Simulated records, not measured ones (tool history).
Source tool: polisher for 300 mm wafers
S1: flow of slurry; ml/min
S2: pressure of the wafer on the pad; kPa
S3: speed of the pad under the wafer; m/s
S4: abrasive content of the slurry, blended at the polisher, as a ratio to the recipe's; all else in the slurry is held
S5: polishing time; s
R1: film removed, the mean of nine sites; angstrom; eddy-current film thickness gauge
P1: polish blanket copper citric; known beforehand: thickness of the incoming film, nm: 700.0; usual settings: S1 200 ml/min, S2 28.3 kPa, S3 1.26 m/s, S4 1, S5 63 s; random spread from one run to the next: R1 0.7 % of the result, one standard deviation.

run	hour	S1	S2	S3	S4	S5	R1
1	12.1	200	28.3	1.26	1	63	2170.4
2	22.4	200	28.3	1.26	1.25	63	2281.3
3	29.9	200	28.3	1.26	1	94	3278.4
4	38.8	200	28.3	1.26	1	28	973.67
5	46.7	120	28.3	1.26	0.6	63	1796.4
6	55.2	290	28.3	1.26	1	63	2287.6
7	67.5	200	28.3	1.26	0.5	63	1879.8
# hour 78.3: worn pad replaced by a new one
8	79.6	200	28.3	1.26	1	63	2152.2
9	88.8	200	28.3	1.26	1	63	2185
10	102.4	200	28.3	0.68	1	63	1199.3
11	114.2	200	28.3	1.26	1	63	2165.7
12	124.7	120	28.3	1.26	1	63	2012.8
13	138.8	200	28.3	1.26	1	63	2155.5
14	154.7	200	44.1	1.26	1	63	3336.1

Run 15 comes next. What will it give?
15	166.1	250	28.3	1.26	1	79	?

Run 15 produced R1 2769.2 angstrom.
